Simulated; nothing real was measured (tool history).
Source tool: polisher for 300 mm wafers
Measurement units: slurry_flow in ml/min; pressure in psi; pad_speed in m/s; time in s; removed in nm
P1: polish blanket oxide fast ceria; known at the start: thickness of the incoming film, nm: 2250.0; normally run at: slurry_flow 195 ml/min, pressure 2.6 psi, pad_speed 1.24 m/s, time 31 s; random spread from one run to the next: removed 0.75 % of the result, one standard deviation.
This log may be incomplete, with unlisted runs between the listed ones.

run    day  slurry_flow  pressure  pad_speed  time  wafers polished on this pad  hours since the slurry nozzle was cleaned  hours since the head pressure was calibrated  removed
  1  0.204          195       2.6       1.24    31                          600                                      392.5                                         531.7   462.68
  2  0.492          195       2.6       0.70    31                          665                                      399.4                                         538.6   264.45
  3  0.846          195       2.6       1.24    31                          745                                      407.9                                         547.1   462.48
  4  1.221          115       3.8       1.24    31                          830                                      416.9                                         556.1   607.54
  5  1.517          115       2.6       1.24    31                          896                                      424.0                                         563.2   423.67
  6  1.692          195       2.6       1.24    31                          936                                      428.2                                         567.4   462.71
  7  1.983          270       2.6       1.24    31                         1002                                      435.2                                         574.4   483.81
  8  2.325          195       2.6       1.24    48                         1079                                      443.4                                         582.6   729.74
  9  2.612          195       2.6       1.24    31                         1144                                      450.3                                         589.5   462.26
 10  2.900          195       2.6       1.24    31                         1208                                      457.2                                         596.4   461.33
 11  3.258          195       1.2       1.24    31                         1289                                      465.8                                         605.0   214.80
 12  3.567          195       2.6       1.24    31                         1359                                      473.2                                         612.4   462.54
 13  3.925          195       3.9       1.24    31                         1440                                      481.8                                         621.0   689.41
 14  4.308          195       2.6       1.24    20                         1526                                      491.0                                         630.2   298.51
 15  4.583          195       2.6       1.90    31                         1588                                      497.6                                         636.8   706.15
 16  4.908          115       3.2       1.24    31                         1661                                      505.4                                         644.6   517.67
 17  5.158          195       2.6       1.24    31                         1718                                      511.4                                         650.6   458.39
 18  5.512          195       2.6       1.24    31                         1798                                      519.9                                         659.1   465.33
 19  5.867          195       2.6       1.24    31                         1878                                      528.4                                         667.6   443.87
 20  6.242          195       2.6       1.24    31                         1962                                      537.4                                         676.6   437.01
 21  6.625          195       2.6       1.24    31                         2049                                      546.6                                         685.8   433.37
     6.679  -- head pressure recalibrated
 22  6.817          195       2.6       1.24    31                         2092                                      551.2                                           3.3   433.20
 23  7.154          195       2.6       1.24    31                         2168                                      559.3                                          11.4   431.42
 24  7.475          195       2.6       1.24    31                         2240                                      567.0                                          19.1   427.68

Compared with where it was, what P1 gives has crept away. Each cause listed below fits the log as well as the rest, at the size given for it:
A: removal rate lost through wear of the pad, % = 7.5
B: slurry flow missing at the pad, % = 36.7
The creep began at about day 5.512.
All other causes, with the reason each is excluded:
head's pressure below its setpoint, %: was serviced at day 6.679, once the creep was under way, yet the earlier output never came back

Which of the check runs below tells the causes apart, meaning the causes would give it clearly different results? Each run uses 2 wafers whose results are averaged, and each result is shown as a question mark.
check 1  7.796          195       1.8       1.24    31                                                                                                                              ?
check 2  7.796          195       3.6       1.24    31                                                                                                                              ?
check 3  7.796          115       2.6       1.24    31                                                                                                                              ?
check 4  7.796          195       2.6       0.92    22                                                                                                                              ?

If the cause were each of the candidates in turn, the checks would give the following:
  check   result    if A    if B
check 1  removed  296.71  296.74
check 2  removed  593.43  593.49
check 3  removed  390.49  372.54
check 4  removed  225.67  225.69
Minimum pairwise separation of causes per check, each pair taken at its best-separating result: check 1 0.01 %; check 2 0.01 %; check 3 4.71 %; check 4 0.01 %
Of the check runs offered, only check 3 discriminates between the causes; the rest would read about the same regardless of which cause applies.

After running check 3, the following was obtained: removed 389.17 nm. Which cause does this point to?

The correct cause is A, namely: removal rate lost through wear of the pad, %.
